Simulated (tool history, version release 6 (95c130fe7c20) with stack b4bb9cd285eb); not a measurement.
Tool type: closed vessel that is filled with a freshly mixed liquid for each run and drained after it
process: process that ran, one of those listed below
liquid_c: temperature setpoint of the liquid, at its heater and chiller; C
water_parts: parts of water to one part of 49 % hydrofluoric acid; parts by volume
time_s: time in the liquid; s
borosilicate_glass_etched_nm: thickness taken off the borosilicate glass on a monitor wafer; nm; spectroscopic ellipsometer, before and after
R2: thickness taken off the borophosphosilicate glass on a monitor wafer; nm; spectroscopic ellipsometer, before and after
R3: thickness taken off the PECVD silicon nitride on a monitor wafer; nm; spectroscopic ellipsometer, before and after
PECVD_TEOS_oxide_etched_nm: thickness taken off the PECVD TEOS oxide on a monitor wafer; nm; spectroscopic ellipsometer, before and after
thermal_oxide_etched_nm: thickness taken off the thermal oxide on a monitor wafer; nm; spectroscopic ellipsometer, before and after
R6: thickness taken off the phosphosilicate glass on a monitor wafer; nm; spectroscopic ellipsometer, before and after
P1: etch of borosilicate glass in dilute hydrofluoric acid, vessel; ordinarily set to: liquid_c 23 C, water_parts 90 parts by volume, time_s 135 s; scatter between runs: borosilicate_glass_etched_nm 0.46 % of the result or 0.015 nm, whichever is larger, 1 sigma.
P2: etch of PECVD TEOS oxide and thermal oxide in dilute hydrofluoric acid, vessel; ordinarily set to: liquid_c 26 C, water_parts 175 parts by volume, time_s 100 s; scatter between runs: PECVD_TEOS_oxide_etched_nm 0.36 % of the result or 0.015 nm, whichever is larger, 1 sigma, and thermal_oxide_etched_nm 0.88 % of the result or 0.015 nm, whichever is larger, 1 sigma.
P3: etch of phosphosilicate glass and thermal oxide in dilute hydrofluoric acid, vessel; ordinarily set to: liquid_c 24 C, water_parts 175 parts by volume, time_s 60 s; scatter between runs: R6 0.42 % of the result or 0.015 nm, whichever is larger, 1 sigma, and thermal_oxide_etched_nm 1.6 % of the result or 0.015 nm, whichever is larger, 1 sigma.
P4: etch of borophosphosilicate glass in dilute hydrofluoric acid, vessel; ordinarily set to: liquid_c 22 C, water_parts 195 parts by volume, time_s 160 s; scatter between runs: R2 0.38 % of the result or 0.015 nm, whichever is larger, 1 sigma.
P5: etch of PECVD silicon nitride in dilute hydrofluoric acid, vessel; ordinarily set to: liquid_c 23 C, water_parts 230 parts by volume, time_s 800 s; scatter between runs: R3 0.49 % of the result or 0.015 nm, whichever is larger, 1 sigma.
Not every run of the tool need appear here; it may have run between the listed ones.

Run 1, hour 12.1: process P1, liquid_c 23 C, water_parts 90 parts by volume, time_s 135 s. Result: borosilicate_glass_etched_nm 33.053 nm.
Run 2, hour 24.2: process P4, liquid_c 22 C, water_parts 195 parts by volume, time_s 160 s. Result: R2 19.845 nm.
Run 3, hour 42.1: process P5, liquid_c 23 C, water_parts 230 parts by volume, time_s 1250 s. Result: R3 30.549 nm.
Run 4, hour 52.3: process P1, liquid_c 19 C, water_parts 90 parts by volume, time_s 135 s. Result: borosilicate_glass_etched_nm 27.989 nm.
Run 5, hour 67.8: process P4, liquid_c 22 C, water_parts 195 parts by volume, time_s 160 s. Result: R2 20.036 nm.
Run 6, hour 81.4: process P1, liquid_c 27.5 C, water_parts 90 parts by volume, time_s 215 s. Result: borosilicate_glass_etched_nm 62.852 nm.
Run 7, hour 100.3: process P1, liquid_c 23 C, water_parts 130 parts by volume, time_s 80 s. Result: borosilicate_glass_etched_nm 12.91 nm.
Run 8, hour 119.2: process P4, liquid_c 22 C, water_parts 30 parts by volume, time_s 160 s. Result: R2 156.84 nm.
Run 9, hour 138: process P1, liquid_c 23 C, water_parts 155 parts by volume, time_s 135 s. Result: borosilicate_glass_etched_nm 17.872 nm.
Run 10, hour 147.7: process P2, liquid_c 26 C, water_parts 40 parts by volume, time_s 100 s. Result: PECVD_TEOS_oxide_etched_nm 47.471 nm, thermal_oxide_etched_nm 14.744 nm.
Run 11, hour 163.9: process P1, liquid_c 23 C, water_parts 90 parts by volume, time_s 135 s. Result: borosilicate_glass_etched_nm 32.755 nm.
Run 12, hour 181.7: process P4, liquid_c 22 C, water_parts 195 parts by volume, time_s 30 s. Result: R2 3.7449 nm.
Run 13, hour 192.3: process P1, liquid_c 23 C, water_parts 90 parts by volume, time_s 195 s. Result: borosilicate_glass_etched_nm 47.694 nm.
Run 14, hour 208: process P1, liquid_c 23 C, water_parts 90 parts by volume, time_s 135 s. Result: borosilicate_glass_etched_nm 33.012 nm.
Run 15, hour 221.7: process P5, liquid_c 23 C, water_parts 230 parts by volume, time_s 800 s. Result: R3 19.323 nm.
Run 16, hour 236.4: process P2, liquid_c 32.5 C, water_parts 175 parts by volume, time_s 100 s. Result: PECVD_TEOS_oxide_etched_nm 11.618 nm, thermal_oxide_etched_nm 3.5191 nm.
Run 17, hour 254.5: process P1, liquid_c 23 C, water_parts 90 parts by volume, time_s 135 s. Result: borosilicate_glass_etched_nm 33.225 nm.
Run 18, hour 269.2: process P2, liquid_c 26 C, water_parts 175 parts by volume, time_s 175 s. Result: PECVD_TEOS_oxide_etched_nm 16.197 nm, thermal_oxide_etched_nm 4.9511 nm.
Run 19, hour 288.1: process P3, liquid_c 17 C, water_parts 175 parts by volume, time_s 60 s. Result: thermal_oxide_etched_nm 1.1277 nm, R6 23.529 nm.
Run 20, hour 297.5: process P5, liquid_c 23 C, water_parts 325 parts by volume, time_s 800 s. Result: R3 13.861 nm.
Run 21, hour 309.9: process P5, liquid_c 23 C, water_parts 230 parts by volume, time_s 800 s. Result: R3 19.413 nm.
Run 22, hour 324.4: process P2, liquid_c 26 C, water_parts 175 parts by volume, time_s 100 s. Result: PECVD_TEOS_oxide_etched_nm 9.2374 nm, thermal_oxide_etched_nm 2.8323 nm.
Run 23, hour 340.5: process P1, liquid_c 23 C, water_parts 20 parts by volume, time_s 135 s. Result: borosilicate_glass_etched_nm 163.15 nm.
Run 24, hour 355.1: process P3, liquid_c 24 C, water_parts 175 parts by volume, time_s 30 s. Result: thermal_oxide_etched_nm 0.70674 nm, R6 15.324 nm.
Run 25, hour 369.8: process P3, liquid_c 24 C, water_parts 175 parts by volume, time_s 60 s. Result: thermal_oxide_etched_nm 1.4557 nm, R6 30.836 nm.
Run 26, hour 385: process P1, liquid_c 30.5 C, water_parts 90 parts by volume, time_s 75 s. Result: borosilicate_glass_etched_nm 24.633 nm.
Run 27, hour 401.2: process P3, liquid_c 24 C, water_parts 65 parts by volume, time_s 60 s. Result: thermal_oxide_etched_nm 4.5038 nm, R6 94.514 nm.
Run 28, hour 415.5: process P1, liquid_c 23 C, water_parts 90 parts by volume, time_s 135 s. Result: borosilicate_glass_etched_nm 33.019 nm.
Run 29, hour 428.3: process P1, liquid_c 23 C, water_parts 90 parts by volume, time_s 135 s. Result: borosilicate_glass_etched_nm 33.233 nm.
Run 30, hour 440.4: process P1, liquid_c 23 C, water_parts 90 parts by volume, time_s 40 s. Result: borosilicate_glass_etched_nm 9.7655 nm.
Run 31, hour 453.3: process P1, liquid_c 29.5 C, water_parts 90 parts by volume, time_s 135 s. Result: borosilicate_glass_etched_nm 42.478 nm.
Run 32, hour 465.8: process P4, liquid_c 17 C, water_parts 195 parts by volume, time_s 160 s. Result: R2 16.283 nm.
Run 33, hour 478.3: process P5, liquid_c 31 C, water_parts 230 parts by volume, time_s 800 s. Result: R3 31.246 nm.
Run 34, hour 487.9: process P1, liquid_c 23 C, water_parts 90 parts by volume, time_s 135 s. Result: borosilicate_glass_etched_nm 33.114 nm.
Run 35, hour 498.8: process P1, liquid_c 23 C, water_parts 90 parts by volume, time_s 135 s. Result: borosilicate_glass_etched_nm 33.842 nm.
Run 36, hour 516.4: process P1, liquid_c 23 C, water_parts 90 parts by volume, time_s 135 s. Result: borosilicate_glass_etched_nm 35.017 nm.
Run 37, hour 529.1: process P1, liquid_c 23 C, water_parts 90 parts by volume, time_s 135 s. Result: borosilicate_glass_etched_nm 35.77 nm.
Run 38, hour 538.6: process P1, liquid_c 23 C, water_parts 90 parts by volume, time_s 135 s. Result: borosilicate_glass_etched_nm 35.687 nm.
Run 39, hour 549.2: process P1, liquid_c 23 C, water_parts 90 parts by volume, time_s 135 s. Result: borosilicate_glass_etched_nm 35.647 nm.
Run 40, hour 563.5: process P1, liquid_c 23 C, water_parts 90 parts by volume, time_s 135 s. Result: borosilicate_glass_etched_nm 35.97 nm.
Run 41, hour 574.5: process P1, liquid_c 23 C, water_parts 90 parts by volume, time_s 135 s. Result: borosilicate_glass_etched_nm 36.072 nm.
Run 42, hour 590.9: process P1, liquid_c 23 C, water_parts 90 parts by volume, time_s 135 s. Result: borosilicate_glass_etched_nm 36.155 nm.

Run 43, settings as shown, results not yet in. Your forecast:
Run 43, hour 604.7: process P1, liquid_c 23 C, water_parts 90 parts by volume, time_s 135 s. Result: borosilicate_glass_etched_nm ?.

{"run 43": {"borosilicate_glass_etched_nm": 36.1}}
